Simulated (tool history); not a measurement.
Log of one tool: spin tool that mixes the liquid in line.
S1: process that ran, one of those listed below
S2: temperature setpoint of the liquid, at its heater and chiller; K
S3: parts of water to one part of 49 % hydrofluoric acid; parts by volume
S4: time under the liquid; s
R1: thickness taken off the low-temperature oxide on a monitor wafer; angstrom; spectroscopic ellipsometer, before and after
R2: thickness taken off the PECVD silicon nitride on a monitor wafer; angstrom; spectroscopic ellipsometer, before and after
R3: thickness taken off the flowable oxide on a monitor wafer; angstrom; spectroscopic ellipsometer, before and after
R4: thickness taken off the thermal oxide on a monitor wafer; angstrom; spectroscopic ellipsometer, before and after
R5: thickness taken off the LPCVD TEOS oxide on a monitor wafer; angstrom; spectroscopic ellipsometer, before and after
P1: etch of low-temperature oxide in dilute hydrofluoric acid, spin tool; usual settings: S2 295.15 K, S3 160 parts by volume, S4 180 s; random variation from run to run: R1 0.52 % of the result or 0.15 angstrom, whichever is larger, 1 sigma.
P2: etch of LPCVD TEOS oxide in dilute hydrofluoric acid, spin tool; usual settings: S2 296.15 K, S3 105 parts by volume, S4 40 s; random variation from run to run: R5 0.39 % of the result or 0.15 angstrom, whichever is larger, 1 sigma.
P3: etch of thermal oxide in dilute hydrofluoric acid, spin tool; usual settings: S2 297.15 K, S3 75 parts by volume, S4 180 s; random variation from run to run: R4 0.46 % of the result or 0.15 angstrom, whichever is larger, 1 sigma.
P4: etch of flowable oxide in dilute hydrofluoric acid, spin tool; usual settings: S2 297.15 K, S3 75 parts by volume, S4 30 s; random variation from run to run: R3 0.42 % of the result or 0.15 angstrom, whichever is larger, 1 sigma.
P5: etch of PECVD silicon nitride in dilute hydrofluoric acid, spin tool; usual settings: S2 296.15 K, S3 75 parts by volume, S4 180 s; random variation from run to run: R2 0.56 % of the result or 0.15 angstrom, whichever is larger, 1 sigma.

Run 1, hour 4.7: S1 P1, S2 295.15 K, S3 160 parts by volume, S4 180 s. Result: R1 207.83 angstrom.
Run 2, hour 7.8: S1 P5, S2 296.15 K, S3 75 parts by volume, S4 325 s. Result: R2 117.62 angstrom.
Run 3, hour 12.5: S1 P4, S2 297.15 K, S3 75 parts by volume, S4 15 s. Result: R3 76.287 angstrom.
Run 4, hour 14.8: S1 P1, S2 295.15 K, S3 160 parts by volume, S4 180 s. Result: R1 209 angstrom.
Run 5, hour 18.2: S1 P5, S2 296.15 K, S3 30 parts by volume, S4 180 s. Result: R2 159.48 angstrom.
Run 6, hour 22.6: S1 P4, S2 297.15 K, S3 125 parts by volume, S4 30 s. Result: R3 86.554 angstrom.
Run 7, hour 26.5: S1 P3, S2 303.65 K, S3 75 parts by volume, S4 180 s. Result: R4 143.69 angstrom.
Run 8, hour 30.9: S1 P1, S2 290.65 K, S3 160 parts by volume, S4 55 s. Result: R1 54.137 angstrom.
Run 9, hour 33: S1 P2, S2 296.15 K, S3 105 parts by volume, S4 40 s. Result: R5 60.701 angstrom.
Run 10, hour 36.6: S1 P3, S2 297.15 K, S3 75 parts by volume, S4 180 s. Result: R4 109.54 angstrom.
Run 11, hour 41: S1 P2, S2 301.65 K, S3 105 parts by volume, S4 40 s. Result: R5 75.064 angstrom.
Run 12, hour 43.6: S1 P1, S2 290.15 K, S3 160 parts by volume, S4 180 s. Result: R1 171.29 angstrom.
Run 13, hour 46: S1 P5, S2 301.65 K, S3 75 parts by volume, S4 180 s. Result: R2 93.096 angstrom.
Run 14, hour 50.5: S1 P1, S2 295.15 K, S3 280 parts by volume, S4 180 s. Result: R1 105.96 angstrom.
Run 15, hour 53.2: S1 P1, S2 295.15 K, S3 160 parts by volume, S4 180 s. Result: R1 209.44 angstrom.
Run 16, hour 55.9: S1 P4, S2 302.15 K, S3 75 parts by volume, S4 30 s. Result: R3 185.95 angstrom.
Run 17, hour 60.2: S1 P1, S2 295.15 K, S3 160 parts by volume, S4 285 s. Result: R1 333.25 angstrom.
Run 18, hour 63: S1 P1, S2 301.15 K, S3 255 parts by volume, S4 180 s. Result: R1 147.76 angstrom.
Run 19, hour 65.6: S1 P1, S2 300.15 K, S3 160 parts by volume, S4 180 s. Result: R1 253.09 angstrom.
Run 20, hour 68.2: S1 P3, S2 297.15 K, S3 75 parts by volume, S4 180 s. Result: R4 110.4 angstrom.
Run 21, hour 72: S1 P1, S2 295.15 K, S3 255 parts by volume, S4 90 s. Result: R1 60.188 angstrom.
Run 22, hour 74.1: S1 P1, S2 295.15 K, S3 160 parts by volume, S4 100 s. Result: R1 116.8 angstrom.
Run 23, hour 77.5: S1 P2, S2 296.15 K, S3 105 parts by volume, S4 70 s. Result: R5 105.91 angstrom.
Run 24, hour 79.8: S1 P3, S2 297.15 K, S3 25 parts by volume, S4 180 s. Result: R4 349.9 angstrom.
Run 25, hour 84.5: S1 P5, S2 296.15 K, S3 75 parts by volume, S4 180 s. Result: R2 65.023 angstrom.
Run 26, hour 88.3: S1 P1, S2 295.15 K, S3 160 parts by volume, S4 180 s. Result: R1 209.63 angstrom.
Run 27, hour 92.2: S1 P4, S2 297.15 K, S3 75 parts by volume, S4 30 s. Result: R3 153.32 angstrom.
Run 28, hour 94.2: S1 P2, S2 296.15 K, S3 30 parts by volume, S4 40 s. Result: R5 232.27 angstrom.
Run 29, hour 96.7: S1 P1, S2 295.15 K, S3 65 parts by volume, S4 180 s. Result: R1 576.89 angstrom.
Run 30, hour 101.4: S1 P1, S2 295.15 K, S3 160 parts by volume, S4 180 s. Result: R1 210.39 angstrom.
Run 31, hour 105.6: S1 P3, S2 297.15 K, S3 75 parts by volume, S4 15 s. Result: R4 9.373 angstrom.
Run 32, hour 108.2: S1 P2, S2 296.15 K, S3 105 parts by volume, S4 40 s. Result: R5 60.377 angstrom.
Run 33, hour 110.4: S1 P1, S2 295.15 K, S3 160 parts by volume, S4 180 s. Result: R1 210.21 angstrom.
Run 34, hour 113.3: S1 P1, S2 295.15 K, S3 160 parts by volume, S4 180 s. Result: R1 201.62 angstrom.
Run 35, hour 118: S1 P1, S2 295.15 K, S3 160 parts by volume, S4 180 s. Result: R1 196.94 angstrom.
Run 36, hour 122.1: S1 P1, S2 295.15 K, S3 160 parts by volume, S4 180 s. Result: R1 196.66 angstrom.
Run 37, hour 124.4: S1 P1, S2 295.15 K, S3 160 parts by volume, S4 180 s. Result: R1 195.7 angstrom.
Run 38, hour 127: S1 P1, S2 295.15 K, S3 160 parts by volume, S4 180 s. Result: R1 194.98 angstrom.
Run 39, hour 130.4: S1 P1, S2 295.15 K, S3 160 parts by volume, S4 180 s. Result: R1 192.27 angstrom.
Run 40, hour 134: S1 P1, S2 295.15 K, S3 160 parts by volume, S4 180 s. Result: R1 194.2 angstrom.

What P1 gives has crept away from where it was. These 2 causes fit the log equally well, each at the size given:
A: hydrofluoric acid flow below the setpoint (%) = 6.39
B: liquid colder than its thermometer reads (K) = 1.99
The creep began at about hour 110.4.

4 check runs are offered, one wafer each, their results left as question marks. Which one tells the causes apart?
Run check 1, hour 137.6: S1 P2, S2 296.15 K, S3 105 parts by volume, S4 40 s. Result: R5 ?.
Run check 2, hour 137.6: S1 P5, S2 296.15 K, S3 75 parts by volume, S4 180 s. Result: R2 ?.
Run check 3, hour 137.6: S1 P3, S2 297.15 K, S3 75 parts by volume, S4 180 s. Result: R4 ?.
Run check 4, hour 137.6: S1 P4, S2 297.15 K, S3 75 parts by volume, S4 30 s. Result: R3 ?.

What each check would give under each cause:
  check  result    if A    if B
check 1      R5  56.128  55.823
check 2      R2  60.703  56.609
check 3      R4  102.65  101.79
check 4      R3  142.29  141.09
How far apart the two closest causes lie, in the result that separates them most: check 1 0.55 %; check 2 6.98 %; check 3 0.85 %; check 4 0.85 %
Only check 2 tells the causes apart: in the others they would give nearly the same result.

Check 2 was then run and gave: R2 56.519 angstrom. Which cause is it?

It is B: liquid colder than its thermometer reads (K).
